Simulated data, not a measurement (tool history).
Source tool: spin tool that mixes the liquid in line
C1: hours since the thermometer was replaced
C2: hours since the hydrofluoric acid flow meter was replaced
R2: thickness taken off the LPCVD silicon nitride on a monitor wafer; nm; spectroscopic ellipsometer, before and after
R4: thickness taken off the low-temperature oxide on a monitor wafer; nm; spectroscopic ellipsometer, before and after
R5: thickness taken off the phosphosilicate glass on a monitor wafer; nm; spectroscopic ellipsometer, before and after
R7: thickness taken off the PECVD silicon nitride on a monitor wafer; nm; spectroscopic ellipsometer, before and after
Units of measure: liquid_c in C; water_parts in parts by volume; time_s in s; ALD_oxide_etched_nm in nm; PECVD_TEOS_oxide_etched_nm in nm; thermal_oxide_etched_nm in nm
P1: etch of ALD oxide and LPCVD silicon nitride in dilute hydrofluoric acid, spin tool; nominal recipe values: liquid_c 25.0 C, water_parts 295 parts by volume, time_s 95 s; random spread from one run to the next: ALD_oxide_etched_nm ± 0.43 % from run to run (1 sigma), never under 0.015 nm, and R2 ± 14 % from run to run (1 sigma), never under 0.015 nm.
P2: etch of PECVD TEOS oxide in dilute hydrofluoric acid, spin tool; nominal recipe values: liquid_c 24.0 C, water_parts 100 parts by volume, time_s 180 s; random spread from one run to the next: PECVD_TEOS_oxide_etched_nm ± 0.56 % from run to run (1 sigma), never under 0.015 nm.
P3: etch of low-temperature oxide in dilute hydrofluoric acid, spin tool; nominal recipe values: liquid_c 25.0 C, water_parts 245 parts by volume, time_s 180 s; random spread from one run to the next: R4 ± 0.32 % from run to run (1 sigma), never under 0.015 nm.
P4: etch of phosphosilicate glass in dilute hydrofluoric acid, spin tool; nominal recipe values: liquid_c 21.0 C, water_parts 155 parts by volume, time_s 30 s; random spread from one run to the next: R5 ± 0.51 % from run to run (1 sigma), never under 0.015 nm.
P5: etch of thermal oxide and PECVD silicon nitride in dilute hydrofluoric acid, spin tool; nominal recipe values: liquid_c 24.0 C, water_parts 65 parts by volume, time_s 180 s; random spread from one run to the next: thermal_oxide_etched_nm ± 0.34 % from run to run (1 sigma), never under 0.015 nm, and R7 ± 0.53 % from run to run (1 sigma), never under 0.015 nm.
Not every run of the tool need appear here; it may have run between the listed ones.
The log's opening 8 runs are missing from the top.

{"run": 9, "hour": 88.9, "process": "P1", "liquid_c": 29.0, "water_parts": 295, "time_s": 95, "C1": 2044.5, "C2": 1495.4, "ALD_oxide_etched_nm": 8.523, "R2": 0.2579}
{"run": 10, "hour": 101.7, "process": "P5", "liquid_c": 24.0, "water_parts": 65, "time_s": 295, "C1": 2057.3, "C2": 1508.2, "thermal_oxide_etched_nm": 23.5, "R7": 8.4564}
{"run": 11, "hour": 112.0, "process": "P1", "liquid_c": 18.0, "water_parts": 295, "time_s": 95, "C1": 2067.6, "C2": 1518.5, "ALD_oxide_etched_nm": 5.779, "R2": 0.13272}
{"run": 12, "hour": 123.8, "process": "P1", "liquid_c": 17.0, "water_parts": 295, "time_s": 130, "C1": 2079.4, "C2": 1530.3, "ALD_oxide_etched_nm": 7.6762, "R2": 0.19351}
{"run": 13, "hour": 134.6, "process": "P1", "liquid_c": 25.0, "water_parts": 295, "time_s": 95, "C1": 2090.2, "C2": 1541.1, "ALD_oxide_etched_nm": 7.4613, "R2": 0.18904}
{"run": 14, "hour": 146.0, "process": "P2", "liquid_c": 24.0, "water_parts": 100, "time_s": 180, "C1": 2101.6, "C2": 1552.5, "PECVD_TEOS_oxide_etched_nm": 18.913}
{"run": 15, "hour": 159.2, "process": "P5", "liquid_c": 24.0, "water_parts": 65, "time_s": 180, "C1": 2114.8, "C2": 1565.7, "thermal_oxide_etched_nm": 14.459, "R7": 5.1557}
{"run": 16, "hour": 167.6, "process": "P2", "liquid_c": 24.0, "water_parts": 100, "time_s": 40, "C1": 2123.2, "C2": 1574.1, "PECVD_TEOS_oxide_etched_nm": 4.24}
{"run": 17, "hour": 178.0, "process": "P4", "liquid_c": 21.0, "water_parts": 155, "time_s": 30, "C1": 2133.6, "C2": 1584.5, "R5": 31.54}
{"run": 18, "hour": 184.3, "process": "P3", "liquid_c": 25.0, "water_parts": 245, "time_s": 180, "C1": 2139.9, "C2": 1590.8, "R4": 8.2613}
{"run": 19, "hour": 193.7, "process": "P1", "liquid_c": 25.0, "water_parts": 295, "time_s": 35, "C1": 2149.3, "C2": 1600.2, "ALD_oxide_etched_nm": 2.7751, "R2": 0.068384}
{"run": 20, "hour": 204.8, "process": "P5", "liquid_c": 17.0, "water_parts": 65, "time_s": 180, "C1": 2160.4, "C2": 1611.3, "thermal_oxide_etched_nm": 10.764, "R7": 3.164}
{"run": 21, "hour": 214.2, "process": "P1", "liquid_c": 25.0, "water_parts": 295, "time_s": 150, "C1": 2169.8, "C2": 1620.7, "ALD_oxide_etched_nm": 11.817, "R2": 0.2392}
{"run": 22, "hour": 220.7, "process": "P1", "liquid_c": 25.0, "water_parts": 295, "time_s": 95, "C1": 2176.3, "C2": 1627.2, "ALD_oxide_etched_nm": 7.5177, "R2": 0.17077}
{"run": 23, "hour": 232.8, "process": "P1", "liquid_c": 25.0, "water_parts": 535, "time_s": 95, "C1": 2188.4, "C2": 1639.3, "ALD_oxide_etched_nm": 3.3056, "R2": 0.082584}
{"run": 24, "hour": 245.8, "process": "P3", "liquid_c": 19.0, "water_parts": 245, "time_s": 180, "C1": 2201.4, "C2": 1652.3, "R4": 6.6102}
{"run": 25, "hour": 252.0, "process": "P1", "liquid_c": 32.5, "water_parts": 185, "time_s": 95, "C1": 2207.6, "C2": 1658.5, "ALD_oxide_etched_nm": 17.619, "R2": 0.52719}
{"run": 26, "hour": 258.3, "process": "P2", "liquid_c": 24.0, "water_parts": 140, "time_s": 180, "C1": 2213.9, "C2": 1664.8, "PECVD_TEOS_oxide_etched_nm": 12.944}
{"run": 27, "hour": 267.0, "process": "P4", "liquid_c": 21.0, "water_parts": 75, "time_s": 30, "C1": 2222.6, "C2": 1673.5, "R5": 70.857}

Forecast run 28:
{"run": 28, "hour": 275.9, "process": "P4", "liquid_c": 21.0, "water_parts": 155, "time_s": 15, "C1": 2231.5, "C2": 1682.4, "R5": "?"}

Run 28 gave R5 15.597 nm.
